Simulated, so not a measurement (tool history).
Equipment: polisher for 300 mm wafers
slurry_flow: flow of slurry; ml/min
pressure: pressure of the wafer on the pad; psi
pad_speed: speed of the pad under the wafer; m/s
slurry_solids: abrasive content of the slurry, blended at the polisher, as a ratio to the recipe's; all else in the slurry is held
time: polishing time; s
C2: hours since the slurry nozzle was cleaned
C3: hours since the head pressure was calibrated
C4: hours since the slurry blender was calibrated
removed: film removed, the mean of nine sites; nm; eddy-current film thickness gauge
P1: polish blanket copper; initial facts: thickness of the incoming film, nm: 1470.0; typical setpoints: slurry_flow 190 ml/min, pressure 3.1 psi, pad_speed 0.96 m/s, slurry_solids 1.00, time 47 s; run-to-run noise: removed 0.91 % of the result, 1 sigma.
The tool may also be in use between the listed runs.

Run 1, day 0.150: slurry_flow 190 ml/min, pressure 3.1 psi, pad_speed 0.96 m/s, slurry_solids 1.00, time 47 s; wafers polished on this pad 361; C2 419.6; C3 274.4; C4 108.1. Result: removed 164.470 nm.
Run 2, day 0.321: slurry_flow 190 ml/min, pressure 3.1 psi, pad_speed 0.96 m/s, slurry_solids 1.30, time 47 s; wafers polished on this pad 424; C2 423.7; C3 278.5; C4 112.2. Result: removed 177.570 nm.
Run 3, day 0.550: slurry_flow 190 ml/min, pressure 3.1 psi, pad_speed 0.44 m/s, slurry_solids 1.25, time 47 s; wafers polished on this pad 510; C2 429.2; C3 284.0; C4 117.7. Result: removed 80.535 nm.
Run 4, day 0.754: slurry_flow 240 ml/min, pressure 3.1 psi, pad_speed 0.96 m/s, slurry_solids 1.00, time 47 s; wafers polished on this pad 585; C2 434.1; C3 288.9; C4 122.6. Result: removed 169.090 nm.
Run 5, day 1.000: slurry_flow 190 ml/min, pressure 3.1 psi, pad_speed 0.96 m/s, slurry_solids 1.00, time 47 s; wafers polished on this pad 677; C2 440.0; C3 294.8; C4 128.5. Result: removed 164.610 nm.
Run 6, day 1.179: slurry_flow 190 ml/min, pressure 3.1 psi, pad_speed 0.96 m/s, slurry_solids 1.00, time 47 s; wafers polished on this pad 743; C2 444.3; C3 299.1; C4 132.8. Result: removed 166.620 nm.
Run 7, day 1.342: slurry_flow 190 ml/min, pressure 3.1 psi, pad_speed 0.44 m/s, slurry_solids 1.00, time 47 s; wafers polished on this pad 804; C2 448.2; C3 303.0; C4 136.7. Result: removed 76.303 nm.
Run 8, day 1.467: slurry_flow 190 ml/min, pressure 3.1 psi, pad_speed 0.96 m/s, slurry_solids 1.00, time 62 s; wafers polished on this pad 850; C2 451.2; C3 306.0; C4 139.7. Result: removed 218.490 nm.
Run 9, day 1.612: slurry_flow 190 ml/min, pressure 4.5 psi, pad_speed 0.96 m/s, slurry_solids 1.00, time 47 s; wafers polished on this pad 904; C2 454.7; C3 309.5; C4 143.2. Result: removed 244.360 nm.
At day 1.667: slurry nozzle cleaned.
Run 10, day 1.788: slurry_flow 190 ml/min, pressure 3.1 psi, pad_speed 0.70 m/s, slurry_solids 0.55, time 47 s; wafers polished on this pad 969; C2 2.9; C3 313.7; C4 147.4. Result: removed 107.170 nm.
Run 11, day 1.971: slurry_flow 190 ml/min, pressure 3.1 psi, pad_speed 0.96 m/s, slurry_solids 0.65, time 47 s; wafers polished on this pad 1037; C2 7.3; C3 318.1; C4 151.8. Result: removed 152.040 nm.
Run 12, day 2.158: slurry_flow 190 ml/min, pressure 3.1 psi, pad_speed 0.96 m/s, slurry_solids 1.00, time 47 s; wafers polished on this pad 1107; C2 11.8; C3 322.6; C4 156.3. Result: removed 168.100 nm.
Run 13, day 2.333: slurry_flow 190 ml/min, pressure 1.7 psi, pad_speed 0.62 m/s, slurry_solids 1.00, time 47 s; wafers polished on this pad 1172; C2 16.0; C3 326.8; C4 160.5. Result: removed 59.733 nm.
Run 14, day 2.533: slurry_flow 115 ml/min, pressure 3.1 psi, pad_speed 0.96 m/s, slurry_solids 1.00, time 47 s; wafers polished on this pad 1246; C2 20.8; C3 331.6; C4 165.3. Result: removed 149.900 nm.
Run 15, day 2.779: slurry_flow 190 ml/min, pressure 3.1 psi, pad_speed 1.34 m/s, slurry_solids 1.00, time 47 s; wafers polished on this pad 1338; C2 26.7; C3 337.5; C4 171.2. Result: removed 233.620 nm.
Run 16, day 2.992: slurry_flow 190 ml/min, pressure 1.4 psi, pad_speed 0.96 m/s, slurry_solids 1.00, time 47 s; wafers polished on this pad 1417; C2 31.8; C3 342.6; C4 176.3. Result: removed 75.969 nm.
Run 17, day 3.242: slurry_flow 190 ml/min, pressure 3.1 psi, pad_speed 0.96 m/s, slurry_solids 1.00, time 30 s; wafers polished on this pad 1510; C2 37.8; C3 348.6; C4 182.3. Result: removed 105.750 nm.
Run 18, day 3.496: slurry_flow 190 ml/min, pressure 3.1 psi, pad_speed 0.96 m/s, slurry_solids 1.00, time 47 s; wafers polished on this pad 1604; C2 43.9; C3 354.7; C4 188.4. Result: removed 167.470 nm.
Run 19, day 3.738: slurry_flow 190 ml/min, pressure 3.1 psi, pad_speed 0.96 m/s, slurry_solids 1.00, time 47 s; wafers polished on this pad 1694; C2 49.7; C3 360.5; C4 194.2. Result: removed 166.090 nm.
Run 20, day 3.875: slurry_flow 190 ml/min, pressure 3.1 psi, pad_speed 0.96 m/s, slurry_solids 1.00, time 47 s; wafers polished on this pad 1745; C2 53.0; C3 363.8; C4 197.5. Result: removed 164.250 nm.
Run 21, day 4.029: slurry_flow 190 ml/min, pressure 3.1 psi, pad_speed 0.96 m/s, slurry_solids 1.00, time 47 s; wafers polished on this pad 1802; C2 56.7; C3 367.5; C4 201.2. Result: removed 159.170 nm.
Run 22, day 4.162: slurry_flow 190 ml/min, pressure 3.1 psi, pad_speed 0.96 m/s, slurry_solids 1.00, time 47 s; wafers polished on this pad 1852; C2 59.9; C3 370.7; C4 204.4. Result: removed 159.430 nm.

For run 23, what comes out?
Run 23, day 4.308: slurry_flow 190 ml/min, pressure 3.1 psi, pad_speed 0.96 m/s, slurry_solids 1.00, time 47 s; wafers polished on this pad 1906; C2 63.4; C3 374.2; C4 207.9. Result: removed ?.

removed: 155.530 nm
